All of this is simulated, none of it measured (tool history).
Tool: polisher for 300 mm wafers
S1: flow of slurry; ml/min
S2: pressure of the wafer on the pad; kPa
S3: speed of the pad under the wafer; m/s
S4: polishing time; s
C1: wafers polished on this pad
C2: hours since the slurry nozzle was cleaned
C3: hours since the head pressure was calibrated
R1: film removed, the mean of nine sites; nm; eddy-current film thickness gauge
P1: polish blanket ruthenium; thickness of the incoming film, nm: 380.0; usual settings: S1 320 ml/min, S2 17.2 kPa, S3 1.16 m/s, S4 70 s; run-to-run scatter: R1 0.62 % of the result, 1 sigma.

{"run": 1, "hour": 3.8, "S1": 320, "S2": 17.2, "S3": 1.16, "S4": 70, "C1": 366, "C2": 190.3, "C3": 454.2, "R1": 135.99}
{"run": 2, "hour": 8.4, "S1": 320, "S2": 26.9, "S3": 1.16, "S4": 70, "C1": 398, "C2": 194.9, "C3": 458.8, "R1": 212.43}
{"run": 3, "hour": 16.0, "S1": 320, "S2": 11.7, "S3": 1.16, "S4": 70, "C1": 450, "C2": 202.5, "C3": 466.4, "R1": 92.906}
{"run": 4, "hour": 24.3, "S1": 320, "S2": 17.2, "S3": 1.16, "S4": 110, "C1": 507, "C2": 210.8, "C3": 474.7, "R1": 212.98}
{"run": 5, "hour": 31.3, "S1": 190, "S2": 17.2, "S3": 1.16, "S4": 70, "C1": 555, "C2": 217.8, "C3": 481.7, "R1": 129.52}
{"run": 6, "hour": 35.2, "S1": 320, "S2": 17.2, "S3": 1.16, "S4": 70, "C1": 582, "C2": 221.7, "C3": 485.6, "R1": 137.02}
{"run": 7, "hour": 42.1, "S1": 320, "S2": 17.2, "S3": 1.16, "S4": 70, "C1": 630, "C2": 228.6, "C3": 492.5, "R1": 136.38}
{"run": 8, "hour": 47.1, "S1": 320, "S2": 17.2, "S3": 1.82, "S4": 70, "C1": 664, "C2": 233.6, "C3": 497.5, "R1": 214.44}
{"run": 9, "hour": 55.3, "S1": 320, "S2": 17.2, "S3": 0.54, "S4": 70, "C1": 720, "C2": 241.8, "C3": 505.7, "R1": 63.372}
{"hour": 60.8, "done": "worn pad replaced by a new one"}
{"run": 10, "hour": 61.5, "S1": 320, "S2": 17.2, "S3": 1.16, "S4": 32, "C1": 5, "C2": 248, "C3": 511.9, "R1": 61.968}
{"run": 11, "hour": 68.0, "S1": 320, "S2": 17.2, "S3": 1.16, "S4": 70, "C1": 50, "C2": 254.5, "C3": 518.4, "R1": 135.7}
{"run": 12, "hour": 74.2, "S1": 320, "S2": 17.2, "S3": 1.16, "S4": 70, "C1": 92, "C2": 260.7, "C3": 524.6, "R1": 135.36}
{"run": 13, "hour": 78.8, "S1": 495, "S2": 17.2, "S3": 1.16, "S4": 70, "C1": 124, "C2": 265.3, "C3": 529.2, "R1": 140.51}
{"run": 14, "hour": 87.2, "S1": 320, "S2": 17.2, "S3": 1.16, "S4": 70, "C1": 182, "C2": 273.7, "C3": 537.6, "R1": 136.9}
{"run": 15, "hour": 90.9, "S1": 320, "S2": 7.6, "S3": 0.78, "S4": 70, "C1": 207, "C2": 277.4, "C3": 541.3, "R1": 40.155}
{"run": 16, "hour": 97.9, "S1": 320, "S2": 17.2, "S3": 1.16, "S4": 70, "C1": 255, "C2": 284.4, "C3": 548.3, "R1": 136.86}
{"run": 17, "hour": 103.7, "S1": 320, "S2": 17.2, "S3": 1.16, "S4": 70, "C1": 295, "C2": 290.2, "C3": 554.1, "R1": 133.78}
{"run": 18, "hour": 110.9, "S1": 320, "S2": 17.2, "S3": 1.16, "S4": 70, "C1": 345, "C2": 297.4, "C3": 561.3, "R1": 132.76}
{"run": 19, "hour": 118.9, "S1": 320, "S2": 17.2, "S3": 1.16, "S4": 70, "C1": 400, "C2": 305.4, "C3": 569.3, "R1": 132.25}
{"run": 20, "hour": 127.4, "S1": 320, "S2": 17.2, "S3": 1.16, "S4": 70, "C1": 458, "C2": 313.9, "C3": 577.8, "R1": 133.4}
{"run": 21, "hour": 133.5, "S1": 320, "S2": 17.2, "S3": 1.16, "S4": 70, "C1": 500, "C2": 320, "C3": 583.9, "R1": 132.68}
{"run": 22, "hour": 141.6, "S1": 320, "S2": 17.2, "S3": 1.16, "S4": 70, "C1": 556, "C2": 328.1, "C3": 592, "R1": 131.27}
{"hour": 147.3, "done": "worn pad replaced by a new one"}
{"run": 23, "hour": 149.6, "S1": 320, "S2": 17.2, "S3": 1.16, "S4": 70, "C1": 16, "C2": 336.1, "C3": 600, "R1": 132.27}

Run 24 comes next. What will it give?
{"run": 24, "hour": 153.8, "S1": 320, "S2": 17.2, "S3": 1.16, "S4": 70, "C1": 45, "C2": 340.3, "C3": 604.2, "R1": "?"}

R1: 131.4 nm
